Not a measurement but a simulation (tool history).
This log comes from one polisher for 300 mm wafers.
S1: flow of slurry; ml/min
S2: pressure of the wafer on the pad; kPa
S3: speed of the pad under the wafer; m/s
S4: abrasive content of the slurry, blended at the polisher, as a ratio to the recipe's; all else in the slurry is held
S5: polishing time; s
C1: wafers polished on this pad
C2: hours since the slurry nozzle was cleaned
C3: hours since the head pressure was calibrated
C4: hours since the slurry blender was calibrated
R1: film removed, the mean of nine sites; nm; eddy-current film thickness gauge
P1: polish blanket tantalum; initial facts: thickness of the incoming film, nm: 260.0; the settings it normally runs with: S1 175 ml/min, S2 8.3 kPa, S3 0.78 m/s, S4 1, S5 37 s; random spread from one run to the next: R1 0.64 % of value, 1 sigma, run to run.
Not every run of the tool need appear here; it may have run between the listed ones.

Run 1, hour 4.5: S1 175 ml/min, S2 8.3 kPa, S3 0.78 m/s, S4 1, S5 37 s; C1 809; C2 344.6; C3 1027.9; C4 284.4. Result: R1 29.149 nm.
Run 2, hour 9.6: S1 105 ml/min, S2 8.3 kPa, S3 0.78 m/s, S4 1, S5 37 s; C1 881; C2 349.7; C3 1033; C4 289.5. Result: R1 26.283 nm.
Run 3, hour 19.7: S1 175 ml/min, S2 8.3 kPa, S3 0.78 m/s, S4 1, S5 37 s; C1 1023; C2 359.8; C3 1043.1; C4 299.6. Result: R1 28.958 nm.
Run 4, hour 24.1: S1 175 ml/min, S2 8.3 kPa, S3 1.16 m/s, S4 1, S5 37 s; C1 1084; C2 364.2; C3 1047.5; C4 304. Result: R1 43.585 nm.
Run 5, hour 31.9: S1 175 ml/min, S2 11 kPa, S3 0.78 m/s, S4 1, S5 37 s; C1 1194; C2 372; C3 1055.3; C4 311.8. Result: R1 38.729 nm.
Run 6, hour 36.8: S1 175 ml/min, S2 8.3 kPa, S3 0.78 m/s, S4 1.2, S5 37 s; C1 1262; C2 376.9; C3 1060.2; C4 316.7. Result: R1 30.514 nm.
Run 7, hour 43.9: S1 105 ml/min, S2 11.7 kPa, S3 0.78 m/s, S4 1, S5 37 s; C1 1362; C2 384; C3 1067.3; C4 323.8. Result: R1 37.702 nm.
Run 8, hour 49.8: S1 275 ml/min, S2 8.3 kPa, S3 0.78 m/s, S4 1, S5 37 s; C1 1445; C2 389.9; C3 1073.2; C4 329.7. Result: R1 30.712 nm.
Run 9, hour 56.2: S1 175 ml/min, S2 8.3 kPa, S3 0.36 m/s, S4 1, S5 37 s; C1 1534; C2 396.3; C3 1079.6; C4 336.1. Result: R1 13.339 nm.
Run 10, hour 66: S1 175 ml/min, S2 8.3 kPa, S3 0.78 m/s, S4 1, S5 37 s; C1 1672; C2 406.1; C3 1089.4; C4 345.9. Result: R1 29.174 nm.
At hour 69.3: slurry nozzle cleaned.
Run 11, hour 73.2: S1 175 ml/min, S2 8.3 kPa, S3 0.78 m/s, S4 1, S5 37 s; C1 1773; C2 3.9; C3 1096.6; C4 353.1. Result: R1 29.181 nm.
Run 12, hour 78.1: S1 175 ml/min, S2 8.3 kPa, S3 0.78 m/s, S4 1, S5 23 s; C1 1842; C2 8.8; C3 1101.5; C4 358. Result: R1 18.166 nm.
Run 13, hour 85.9: S1 105 ml/min, S2 12.4 kPa, S3 0.78 m/s, S4 1, S5 37 s; C1 1951; C2 16.6; C3 1109.3; C4 365.8. Result: R1 39.73 nm.
Run 14, hour 93.5: S1 110 ml/min, S2 4.1 kPa, S3 0.78 m/s, S4 1, S5 37 s; C1 2057; C2 24.2; C3 1116.9; C4 373.4. Result: R1 13.276 nm.
Run 15, hour 100.2: S1 175 ml/min, S2 8.3 kPa, S3 0.78 m/s, S4 0.5, S5 37 s; C1 2151; C2 30.9; C3 1123.6; C4 380.1. Result: R1 22.482 nm.
Run 16, hour 108.9: S1 175 ml/min, S2 4.1 kPa, S3 0.78 m/s, S4 1, S5 37 s; C1 2273; C2 39.6; C3 1132.3; C4 388.8. Result: R1 14.552 nm.
Run 17, hour 116.2: S1 175 ml/min, S2 8.3 kPa, S3 0.78 m/s, S4 1, S5 37 s; C1 2376; C2 46.9; C3 1139.6; C4 396.1. Result: R1 29.03 nm.
Run 18, hour 121.1: S1 175 ml/min, S2 8.3 kPa, S3 0.78 m/s, S4 1, S5 57 s; C1 2444; C2 51.8; C3 1144.5; C4 401. Result: R1 44.619 nm.
Run 19, hour 131: S1 175 ml/min, S2 8.3 kPa, S3 0.78 m/s, S4 1, S5 37 s; C1 2583; C2 61.7; C3 1154.4; C4 410.9. Result: R1 29.455 nm.
Run 20, hour 136.5: S1 175 ml/min, S2 8.3 kPa, S3 0.78 m/s, S4 1, S5 37 s; C1 2660; C2 67.2; C3 1159.9; C4 416.4. Result: R1 28.948 nm.
Run 21, hour 146.8: S1 175 ml/min, S2 8.3 kPa, S3 0.78 m/s, S4 1, S5 37 s; C1 2805; C2 77.5; C3 1170.2; C4 426.7. Result: R1 28.081 nm.
Run 22, hour 153.6: S1 175 ml/min, S2 8.3 kPa, S3 0.78 m/s, S4 1, S5 37 s; C1 2900; C2 84.3; C3 1177; C4 433.5. Result: R1 27.67 nm.
Run 23, hour 162.3: S1 175 ml/min, S2 8.3 kPa, S3 0.78 m/s, S4 1, S5 37 s; C1 3022; C2 93; C3 1185.7; C4 442.2. Result: R1 27.568 nm.
At hour 164.6: worn pad replaced by a new one.
Run 24, hour 172.5: S1 175 ml/min, S2 8.3 kPa, S3 0.78 m/s, S4 1, S5 37 s; C1 110; C2 103.2; C3 1195.9; C4 452.4. Result: R1 27.235 nm.
Run 25, hour 180.5: S1 175 ml/min, S2 8.3 kPa, S3 0.78 m/s, S4 1, S5 37 s; C1 223; C2 111.2; C3 1203.9; C4 460.4. Result: R1 27.591 nm.
Run 26, hour 188.6: S1 175 ml/min, S2 8.3 kPa, S3 0.78 m/s, S4 1, S5 37 s; C1 336; C2 119.3; C3 1212; C4 468.5. Result: R1 27.223 nm.
Run 27, hour 197.6: S1 175 ml/min, S2 8.3 kPa, S3 0.78 m/s, S4 1, S5 37 s; C1 462; C2 128.3; C3 1221; C4 477.5. Result: R1 26.998 nm.
Run 28, hour 205.9: S1 175 ml/min, S2 8.3 kPa, S3 0.78 m/s, S4 1, S5 37 s; C1 579; C2 136.6; C3 1229.3; C4 485.8. Result: R1 27.135 nm.
Run 29, hour 214.4: S1 175 ml/min, S2 8.3 kPa, S3 0.78 m/s, S4 1, S5 37 s; C1 698; C2 145.1; C3 1237.8; C4 494.3. Result: R1 27.299 nm.
Run 30, hour 221.1: S1 175 ml/min, S2 8.3 kPa, S3 0.78 m/s, S4 1, S5 37 s; C1 792; C2 151.8; C3 1244.5; C4 501. Result: R1 26.998 nm.

What P1 gives has crept away from where it was. These 3 causes fit the log equally well, each at the size given:
A: slurry flow missing at the pad, % = 33.1
B: abrasive missing from the slurry, % = 21.1
C: head's pressure below its setpoint, % = 7.1
The creep began at about hour 131.
What rules out each remaining cause:
removal rate lost through wear of the pad, %: maintenance at hour 164.6, after the shift began, did not return the process to its former output

Consider the 4 check runs below, whose results appear as question marks and each of which averages 5 wafers. Which one distinguishes the causes, in that each cause would give it a clearly different result?
Run check 1, hour 227.8: S1 175 ml/min, S2 8.3 kPa, S3 1.14 m/s, S4 0.65, S5 37 s. Result: R1 ?.
Run check 2, hour 227.8: S1 250 ml/min, S2 8.3 kPa, S3 0.78 m/s, S4 0.65, S5 37 s. Result: R1 ?.
Run check 3, hour 227.8: S1 175 ml/min, S2 4.1 kPa, S3 0.78 m/s, S4 0.6, S5 37 s. Result: R1 ?.
Run check 4, hour 227.8: S1 265 ml/min, S2 4.8 kPa, S3 0.78 m/s, S4 1, S5 37 s. Result: R1 ?.

Outcome of each check run for each possible cause:
  check  result    if A    if B    if C
check 1      R1  34.247  33.453  34.244
check 2      R1  25.045  23.961  24.528
check 3      R1  11.356  11.041  11.355
check 4      R1  17.009  16.611   16.61
Separation of the two closest causes in each check, using whichever result separates them best: check 1 0.01 %; check 2 2.09 %; check 3 0.01 %; check 4 0 %
Check 2 is the one run that separates the causes; every other check would come out nearly the same whichever cause is at work.

Here is what check 2 returned: R1 23.891 nm. Which cause is it?

It was cause B: abrasive missing from the slurry, %.

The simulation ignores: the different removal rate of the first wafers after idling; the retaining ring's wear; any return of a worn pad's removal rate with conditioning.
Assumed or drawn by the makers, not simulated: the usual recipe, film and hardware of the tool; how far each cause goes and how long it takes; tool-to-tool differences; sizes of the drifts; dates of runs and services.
